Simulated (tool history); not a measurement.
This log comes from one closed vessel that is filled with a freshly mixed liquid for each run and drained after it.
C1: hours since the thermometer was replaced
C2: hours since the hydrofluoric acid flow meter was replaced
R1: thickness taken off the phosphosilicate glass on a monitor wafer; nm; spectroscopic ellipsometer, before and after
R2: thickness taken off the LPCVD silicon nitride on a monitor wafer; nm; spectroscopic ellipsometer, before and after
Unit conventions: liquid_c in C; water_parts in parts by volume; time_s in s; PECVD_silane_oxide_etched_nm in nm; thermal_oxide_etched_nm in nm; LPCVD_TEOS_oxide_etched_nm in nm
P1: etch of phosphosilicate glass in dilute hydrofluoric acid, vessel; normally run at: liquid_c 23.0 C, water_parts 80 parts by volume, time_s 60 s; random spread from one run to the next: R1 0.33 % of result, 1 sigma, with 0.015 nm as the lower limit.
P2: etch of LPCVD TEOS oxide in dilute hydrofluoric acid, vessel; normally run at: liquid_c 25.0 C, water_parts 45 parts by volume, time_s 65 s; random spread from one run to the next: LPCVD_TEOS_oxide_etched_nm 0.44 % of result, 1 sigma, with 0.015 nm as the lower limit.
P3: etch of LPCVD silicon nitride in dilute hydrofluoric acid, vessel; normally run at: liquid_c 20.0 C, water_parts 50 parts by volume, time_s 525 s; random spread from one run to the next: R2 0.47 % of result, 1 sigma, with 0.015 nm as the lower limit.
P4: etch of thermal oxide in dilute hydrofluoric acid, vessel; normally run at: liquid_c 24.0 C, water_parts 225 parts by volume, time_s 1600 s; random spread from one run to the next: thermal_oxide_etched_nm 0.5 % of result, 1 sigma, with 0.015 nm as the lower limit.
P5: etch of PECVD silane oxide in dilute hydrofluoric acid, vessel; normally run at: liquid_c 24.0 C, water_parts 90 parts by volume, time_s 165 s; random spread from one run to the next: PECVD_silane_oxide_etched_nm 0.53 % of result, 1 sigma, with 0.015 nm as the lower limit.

run 1 day=0.142 | process=P1 liquid_c=23.0 water_parts=80 time_s=60 | C1=492.1 C2=1128.6 | R1=98.657
run 2 day=0.292 | process=P3 liquid_c=20.0 water_parts=50 time_s=525 | C1=495.7 C2=1132.2 | R2=4.2555
run 3 day=0.396 | process=P3 liquid_c=17.0 water_parts=50 time_s=525 | C1=498.2 C2=1134.7 | R2=3.4571
run 4 day=0.592 | process=P3 liquid_c=20.0 water_parts=50 time_s=525 | C1=502.9 C2=1139.4 | R2=4.2712
run 5 day=0.779 | process=P5 liquid_c=18.5 water_parts=90 time_s=165 | C1=507.4 C2=1143.9 | PECVD_silane_oxide_etched_nm=30.507
run 6 day=0.971 | process=P4 liquid_c=17.0 water_parts=225 time_s=1600 | C1=512.0 C2=1148.5 | thermal_oxide_etched_nm=23.048
run 7 day=1.138 | process=P3 liquid_c=20.0 water_parts=50 time_s=260 | C1=516.0 C2=1152.5 | R2=2.1145
run 8 day=1.296 | process=P1 liquid_c=19.0 water_parts=80 time_s=30 | C1=519.8 C2=1156.3 | R1=41.871
run 9 day=1.454 | process=P1 liquid_c=23.0 water_parts=80 time_s=60 | C1=523.6 C2=1160.1 | R1=98.736
run 10 day=1.612 | process=P5 liquid_c=24.0 water_parts=30 time_s=165 | C1=527.4 C2=1163.9 | PECVD_silane_oxide_etched_nm=123.310
run 11 day=1.729 | process=P2 liquid_c=25.0 water_parts=70 time_s=65 | C1=530.2 C2=1166.7 | LPCVD_TEOS_oxide_etched_nm=22.733
run 12 day=1.921 | process=P5 liquid_c=24.0 water_parts=90 time_s=320 | C1=534.8 C2=1171.3 | PECVD_silane_oxide_etched_nm=74.224
run 13 day=2.154 | process=P4 liquid_c=24.0 water_parts=225 time_s=2590 | C1=540.4 C2=1176.9 | thermal_oxide_etched_nm=48.975
run 14 day=2.308 | process=P3 liquid_c=20.0 water_parts=20 time_s=525 | C1=544.1 C2=1180.6 | R2=10.3990
run 15 day=2.483 | process=P1 liquid_c=27.0 water_parts=80 time_s=60 | C1=548.3 C2=1184.8 | R1=115.960
run 16 day=2.642 | process=P2 liquid_c=17.0 water_parts=45 time_s=65 | C1=552.1 C2=1188.6 | LPCVD_TEOS_oxide_etched_nm=26.028
run 17 day=2.750 | process=P4 liquid_c=24.0 water_parts=385 time_s=1600 | C1=554.7 C2=1191.2 | thermal_oxide_etched_nm=15.085
run 18 day=2.888 | process=P1 liquid_c=23.0 water_parts=20 time_s=85 | C1=558.0 C2=1194.5 | R1=602.620
run 19 day=3.008 | process=P1 liquid_c=28.0 water_parts=80 time_s=95 | C1=560.9 C2=1197.4 | R1=191.400
run 20 day=3.112 | process=P1 liquid_c=23.0 water_parts=80 time_s=60 | C1=563.4 C2=1199.9 | R1=98.705
run 21 day=3.275 | process=P1 liquid_c=17.0 water_parts=80 time_s=60 | C1=567.3 C2=1203.8 | R1=77.129
run 22 day=3.467 | process=P5 liquid_c=24.0 water_parts=90 time_s=165 | C1=571.9 C2=1208.4 | PECVD_silane_oxide_etched_nm=38.182
run 23 day=3.575 | process=P1 liquid_c=23.0 water_parts=80 time_s=100 | C1=574.5 C2=1211.0 | R1=164.110
run 24 day=3.754 | process=P1 liquid_c=23.0 water_parts=80 time_s=60 | C1=578.8 C2=1215.3 | R1=98.821
run 25 day=3.875 | process=P2 liquid_c=25.0 water_parts=45 time_s=30 | C1=581.7 C2=1218.2 | LPCVD_TEOS_oxide_etched_nm=17.044
run 26 day=4.088 | process=P2 liquid_c=25.0 water_parts=45 time_s=65 | C1=586.8 C2=1223.3 | LPCVD_TEOS_oxide_etched_nm=36.450
run 27 day=4.312 | process=P1 liquid_c=23.0 water_parts=40 time_s=60 | C1=592.2 C2=1228.7 | R1=207.230
run 28 day=4.496 | process=P1 liquid_c=23.0 water_parts=80 time_s=30 | C1=596.6 C2=1233.1 | R1=49.074
run 29 day=4.638 | process=P4 liquid_c=24.0 water_parts=225 time_s=1600 | C1=600.0 C2=1236.5 | thermal_oxide_etched_nm=29.938
run 30 day=4.867 | process=P1 liquid_c=23.0 water_parts=130 time_s=60 | C1=605.5 C2=1242.0 | R1=57.480
run 31 day=5.046 | process=P1 liquid_c=23.0 water_parts=80 time_s=60 | C1=609.8 C2=1246.3 | R1=99.226
run 32 day=5.262 | process=P1 liquid_c=23.0 water_parts=80 time_s=60 | C1=615.0 C2=1251.5 | R1=102.880
run 33 day=5.379 | process=P1 liquid_c=23.0 water_parts=80 time_s=60 | C1=617.8 C2=1254.3 | R1=102.770
run 34 day=5.612 | process=P1 liquid_c=23.0 water_parts=80 time_s=60 | C1=623.4 C2=1259.9 | R1=104.010
run 35 day=5.733 | process=P1 liquid_c=23.0 water_parts=80 time_s=60 | C1=626.3 C2=1262.8 | R1=103.990
run 36 day=5.958 | process=P1 liquid_c=23.0 water_parts=80 time_s=60 | C1=631.7 C2=1268.2 | R1=104.720
run 37 day=6.075 | process=P1 liquid_c=23.0 water_parts=80 time_s=60 | C1=634.5 C2=1271.0 | R1=104.390

Compared with where it was, what P1 gives has crept away. Each cause listed below fits the log as well as the rest, at the size given for it:
A: hydrofluoric acid flow above the setpoint (%) = 5.48
B: liquid hotter than its thermometer reads (K) = 1.46
The process output started creeping at around day 5.046.

Which of the 4 check runs listed below separates the causes, so that each cause would produce a clearly different result? Each run uses one wafer, and its results are marked with question marks.
run check 1 day=6.192 | process=P4 liquid_c=17.5 water_parts=305 time_s=1600 | thermal_oxide_etched_nm=?
run check 2 day=6.192 | process=P5 liquid_c=24.0 water_parts=50 time_s=165 | PECVD_silane_oxide_etched_nm=?
run check 3 day=6.192 | process=P2 liquid_c=25.0 water_parts=65 time_s=65 | LPCVD_TEOS_oxide_etched_nm=?
run check 4 day=6.192 | process=P3 liquid_c=17.0 water_parts=20 time_s=525 | R2=?

Outcome of each check run for each possible cause:
check=check_1 result=thermal_oxide_etched_nm if_A=17.349 if_B=17.135
check=check_2 result=PECVD_silane_oxide_etched_nm if_A=76.478 if_B=76.698
check=check_3 result=LPCVD_TEOS_oxide_etched_nm if_A=26.192 if_B=26.209
check=check_4 result=R2 if_A=8.7598 if_B=9.2466
Distance between the nearest two causes, measured in the result of the check that separates them most: check 1 1.24 %; check 2 0.29 %; check 3 0.06 %; check 4 5.41 %
Check 4 is the one run that separates the causes; every other check would come out nearly the same whichever cause is at work.

With check 4 done, the readings were: R2 9.2853 nm. Identify which of the listed causes applies.

It is B: liquid hotter than its thermometer reads (K).

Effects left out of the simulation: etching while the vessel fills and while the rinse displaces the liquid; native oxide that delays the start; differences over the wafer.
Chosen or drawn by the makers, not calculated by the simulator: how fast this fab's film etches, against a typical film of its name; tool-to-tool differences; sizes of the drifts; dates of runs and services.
